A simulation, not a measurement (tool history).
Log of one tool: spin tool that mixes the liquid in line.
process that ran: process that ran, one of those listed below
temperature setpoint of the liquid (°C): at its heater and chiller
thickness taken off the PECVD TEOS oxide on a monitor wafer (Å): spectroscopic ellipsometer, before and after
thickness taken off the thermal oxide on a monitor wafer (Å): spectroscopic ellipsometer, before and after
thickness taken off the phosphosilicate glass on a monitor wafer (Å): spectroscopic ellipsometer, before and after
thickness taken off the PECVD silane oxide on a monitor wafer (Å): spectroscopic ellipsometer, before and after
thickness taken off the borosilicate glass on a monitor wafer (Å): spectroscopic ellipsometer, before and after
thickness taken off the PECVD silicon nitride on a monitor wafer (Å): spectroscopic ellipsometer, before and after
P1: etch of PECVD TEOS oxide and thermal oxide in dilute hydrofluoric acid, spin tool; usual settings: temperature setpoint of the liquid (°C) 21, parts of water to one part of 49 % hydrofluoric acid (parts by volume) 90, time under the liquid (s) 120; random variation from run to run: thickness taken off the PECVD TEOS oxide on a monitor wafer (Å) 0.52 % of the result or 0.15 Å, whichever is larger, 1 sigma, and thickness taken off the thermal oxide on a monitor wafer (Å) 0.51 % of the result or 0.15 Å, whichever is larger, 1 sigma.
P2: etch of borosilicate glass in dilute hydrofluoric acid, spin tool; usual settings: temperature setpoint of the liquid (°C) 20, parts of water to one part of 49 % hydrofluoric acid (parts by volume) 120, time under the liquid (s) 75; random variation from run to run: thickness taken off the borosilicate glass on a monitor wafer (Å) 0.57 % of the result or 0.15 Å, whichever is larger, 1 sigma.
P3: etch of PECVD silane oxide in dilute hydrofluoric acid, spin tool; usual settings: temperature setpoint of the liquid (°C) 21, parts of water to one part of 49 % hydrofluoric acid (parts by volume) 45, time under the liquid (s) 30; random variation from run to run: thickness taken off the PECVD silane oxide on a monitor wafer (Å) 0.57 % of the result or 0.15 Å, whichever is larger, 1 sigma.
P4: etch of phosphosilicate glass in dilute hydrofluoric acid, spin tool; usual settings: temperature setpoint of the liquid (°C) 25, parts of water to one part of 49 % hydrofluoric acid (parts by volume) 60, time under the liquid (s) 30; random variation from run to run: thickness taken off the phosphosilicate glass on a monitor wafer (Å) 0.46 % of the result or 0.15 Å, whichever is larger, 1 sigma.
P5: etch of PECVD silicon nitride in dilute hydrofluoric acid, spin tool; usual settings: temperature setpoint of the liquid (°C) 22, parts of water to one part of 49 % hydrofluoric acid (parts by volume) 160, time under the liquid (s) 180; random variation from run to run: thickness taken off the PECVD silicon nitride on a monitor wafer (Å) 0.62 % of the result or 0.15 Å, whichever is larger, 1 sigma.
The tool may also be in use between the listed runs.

run	hour	process that ran	temperature setpoint of the liquid (°C)	parts of water to one part of 49 % hydrofluoric acid (parts by volume)	time under the liquid (s)	thickness taken off the PECVD TEOS oxide on a monitor wafer (Å)	thickness taken off the thermal oxide on a monitor wafer (Å)	thickness taken off the phosphosilicate glass on a monitor wafer (Å)	thickness taken off the PECVD silane oxide on a monitor wafer (Å)	thickness taken off the borosilicate glass on a monitor wafer (Å)	thickness taken off the PECVD silicon nitride on a monitor wafer (Å)
1	18.1	P1	21	90	120	324.54	56.347				
2	33.6	P4	33	60	30			452.62			
3	50.3	P4	25	60	50			547.87			
4	62.9	P1	17	155	120	148.98	25.655				
5	80.2	P3	21	45	30				119.57		
6	90.9	P4	25	60	30			331.34			
7	101.9	P3	21	45	15				59.151		
8	119.4	P2	20	120	75					290.45	
9	132.9	P5	22	160	180						37.837
10	145.6	P5	22	30	180						193.89
11	160.1	P1	21	90	120	326.68	56.576				
12	169	P1	21	90	120	323.57	56.157				
13	178.2	P1	21	90	225	606.2	105.63				
14	190.6	P3	26.5	45	30				149.3		
15	206.6	P1	21	90	120	322.66	56.076				
16	215.1	P5	22	160	20						4.1906
17	225.1	P2	20	190	75					171.11	
18	239	P3	21	20	30				274.26		
19	255.3	P2	20	120	40					157.06	
20	272.4	P1	29	90	120	447.68	76.711				
21	287.3	P1	21	90	25	67.412	11.757				
22	295.9	P2	20	120	75					292.4	
23	314.6	P2	26	120	75					368.94	
24	326.4	P4	25	25	30			836.85			
25	342.7	P1	21	90	120	323.75	56.425				
26	354.5	P3	21	45	30				118.41		
27	371.1	P1	17	90	50	114.94	19.892				
28	385.3	P1	21	90	120	321.55	55.566				
29	400.7	P1	17	90	120	275.28	47.613				
30	416.9	P5	22	160	180						37.751
31	427.3	P1	21	90	120	328.35	55.731				
32	437.5	P5	17.5	160	180						28.079
33	453.7	P1	21	125	120	223.92	38.785				
34	464.7	P1	21	20	120	1583.9	275.02				
35	480	P1	21	90	120	325.52	56.223				
36	494.4	P1	21	90	120	333.77	57.844				
37	504.7	P1	21	90	120	339.08	58.424				
38	519.2	P1	21	90	120	343.38	58.942				
39	537.1	P1	21	90	120	344.27	59.067				
40	548.4	P1	21	90	120	343.35	59.855				
41	562.9	P1	21	90	120	346.82	59.94				
42	579.5	P1	21	90	120	347.95	59.42				

What P1 gives has crept away from where it was. These 2 causes fit the log equally well, each at the size given:
A: hydrofluoric acid flow above the setpoint (%) = 5.91
B: liquid hotter than its thermometer reads (K) = 1.56
The creep began at about hour 480.

4 check runs are offered, each on 2 wafers whose results are averaged, their results left as question marks. Which one tells the causes apart?
check 1	596.1	P3	21	45	30				?		
check 2	596.1	P2	20	120	75					?	
check 3	596.1	P5	22	160	180						?
check 4	596.1	P4	25	60	30			?			

What each check would give under each cause:
check	result	if A	if B
check 1	thickness taken off the PECVD silane oxide on a monitor wafer (Å)	126.33	126.97
check 2	thickness taken off the borosilicate glass on a monitor wafer (Å)	311.3	310.69
check 3	thickness taken off the PECVD silicon nitride on a monitor wafer (Å)	39.831	41.662
check 4	thickness taken off the phosphosilicate glass on a monitor wafer (Å)	353.23	353.52
How far apart the two closest causes lie, in the result that separates them most: check 1 0.51 %; check 2 0.2 %; check 3 4.5 %; check 4 0.08 %
Only check 3 tells the causes apart: in the others they would give nearly the same result.

Check 3 was then run and gave: thickness taken off the PECVD silicon nitride on a monitor wafer (Å) 40.02. Which cause is it?

It is A: hydrofluoric acid flow above the setpoint (%).

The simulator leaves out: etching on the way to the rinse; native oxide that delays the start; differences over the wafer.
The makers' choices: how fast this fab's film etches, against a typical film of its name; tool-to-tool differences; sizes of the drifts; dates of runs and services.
